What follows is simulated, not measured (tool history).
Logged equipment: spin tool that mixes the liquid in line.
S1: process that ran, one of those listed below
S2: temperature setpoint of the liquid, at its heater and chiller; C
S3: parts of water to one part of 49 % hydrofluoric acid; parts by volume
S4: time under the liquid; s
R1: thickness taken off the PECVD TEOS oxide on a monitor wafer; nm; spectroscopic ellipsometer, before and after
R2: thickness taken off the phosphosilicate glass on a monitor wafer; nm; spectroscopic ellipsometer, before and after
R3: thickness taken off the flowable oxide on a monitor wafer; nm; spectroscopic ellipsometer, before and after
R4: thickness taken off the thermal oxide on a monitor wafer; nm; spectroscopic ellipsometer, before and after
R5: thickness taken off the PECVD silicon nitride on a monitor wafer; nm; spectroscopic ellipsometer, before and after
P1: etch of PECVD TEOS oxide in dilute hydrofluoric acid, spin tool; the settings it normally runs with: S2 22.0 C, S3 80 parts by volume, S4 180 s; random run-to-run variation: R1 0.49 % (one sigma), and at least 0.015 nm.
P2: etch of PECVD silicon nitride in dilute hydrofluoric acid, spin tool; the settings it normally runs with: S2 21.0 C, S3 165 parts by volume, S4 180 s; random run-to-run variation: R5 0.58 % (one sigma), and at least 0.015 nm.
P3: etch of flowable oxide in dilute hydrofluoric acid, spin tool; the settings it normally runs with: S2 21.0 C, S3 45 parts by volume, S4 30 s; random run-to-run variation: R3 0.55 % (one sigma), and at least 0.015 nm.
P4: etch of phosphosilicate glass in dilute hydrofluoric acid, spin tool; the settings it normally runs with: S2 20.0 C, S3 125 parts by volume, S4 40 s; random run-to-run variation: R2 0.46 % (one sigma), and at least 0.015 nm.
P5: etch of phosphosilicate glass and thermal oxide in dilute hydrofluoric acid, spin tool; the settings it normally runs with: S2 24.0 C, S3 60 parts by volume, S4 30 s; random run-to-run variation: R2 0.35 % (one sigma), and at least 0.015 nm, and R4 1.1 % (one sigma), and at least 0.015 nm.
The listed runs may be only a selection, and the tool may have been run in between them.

run 1 day=0.508 | S1=P1 S2=22.0 S3=80 S4=180 | R1=19.2680
run 2 day=1.125 | S1=P4 S2=17.0 S3=125 S4=40 | R2=21.9400
run 3 day=1.658 | S1=P3 S2=21.0 S3=30 S4=30 | R3=31.121
run 4 day=2.054 | S1=P5 S2=17.5 S3=60 S4=30 | R2=24.6060 R4=1.8994
run 5 day=2.354 | S1=P1 S2=22.0 S3=20 S4=180 | R1=82.7440
run 6 day=2.850 | S1=P3 S2=26.0 S3=45 S4=30 | R3=25.339
run 7 day=3.192 | S1=P4 S2=20.0 S3=125 S4=15 | R2=9.4321
run 8 day=3.779 | S1=P1 S2=22.0 S3=80 S4=330 | R1=35.1840
run 9 day=4.092 | S1=P1 S2=22.0 S3=80 S4=180 | R1=19.1990
run 10 day=4.442 | S1=P1 S2=26.0 S3=80 S4=180 | R1=22.5820
run 11 day=4.917 | S1=P1 S2=22.0 S3=145 S4=180 | R1=9.8327
run 12 day=5.379 | S1=P2 S2=21.0 S3=60 S4=180 | R5=11.2020
run 13 day=5.762 | S1=P1 S2=17.0 S3=80 S4=180 | R1=15.4710
run 14 day=6.217 | S1=P5 S2=24.0 S3=60 S4=30 | R2=32.2930 R4=2.4786
run 15 day=6.604 | S1=P3 S2=21.0 S3=45 S4=60 | R3=41.318
run 16 day=7.138 | S1=P5 S2=24.0 S3=60 S4=30 | R2=32.1300 R4=2.4647
run 17 day=7.575 | S1=P2 S2=17.0 S3=165 S4=180 | R5=3.2401
run 18 day=7.858 | S1=P3 S2=21.0 S3=45 S4=30 | R3=20.390
run 19 day=8.396 | S1=P5 S2=24.0 S3=20 S4=30 | R2=102.0300 R4=7.8890
run 20 day=8.921 | S1=P5 S2=24.0 S3=60 S4=55 | R2=59.1980 R4=4.5119
-- day=9.004 thermometer replaced
run 21 day=9.329 | S1=P2 S2=21.0 S3=165 S4=180 | R5=4.1384
run 22 day=9.712 | S1=P1 S2=22.0 S3=80 S4=180 | R1=19.2220
run 23 day=10.229 | S1=P1 S2=22.0 S3=80 S4=180 | R1=19.1590
run 24 day=10.662 | S1=P1 S2=22.0 S3=80 S4=180 | R1=19.3510
run 25 day=11.279 | S1=P1 S2=22.0 S3=80 S4=15 | R1=1.6055
run 26 day=11.754 | S1=P1 S2=17.0 S3=80 S4=350 | R1=30.3700
run 27 day=12.283 | S1=P4 S2=20.0 S3=125 S4=40 | R2=24.9710
run 28 day=12.654 | S1=P3 S2=21.0 S3=45 S4=30 | R3=20.470
run 29 day=12.975 | S1=P1 S2=17.0 S3=130 S4=180 | R1=9.1694
run 30 day=13.304 | S1=P4 S2=20.0 S3=170 S4=40 | R2=17.6250
run 31 day=13.879 | S1=P2 S2=21.0 S3=165 S4=55 | R5=1.2569
run 32 day=14.179 | S1=P1 S2=22.0 S3=80 S4=180 | R1=19.0680
run 33 day=14.575 | S1=P1 S2=22.0 S3=80 S4=180 | R1=18.6270

Run 34 has not been measured yet. What should we expect?
run 34 day=15.204 | S1=P1 S2=22.0 S3=80 S4=180 | R1=?

{"run 34": {"R1": 17.798}}

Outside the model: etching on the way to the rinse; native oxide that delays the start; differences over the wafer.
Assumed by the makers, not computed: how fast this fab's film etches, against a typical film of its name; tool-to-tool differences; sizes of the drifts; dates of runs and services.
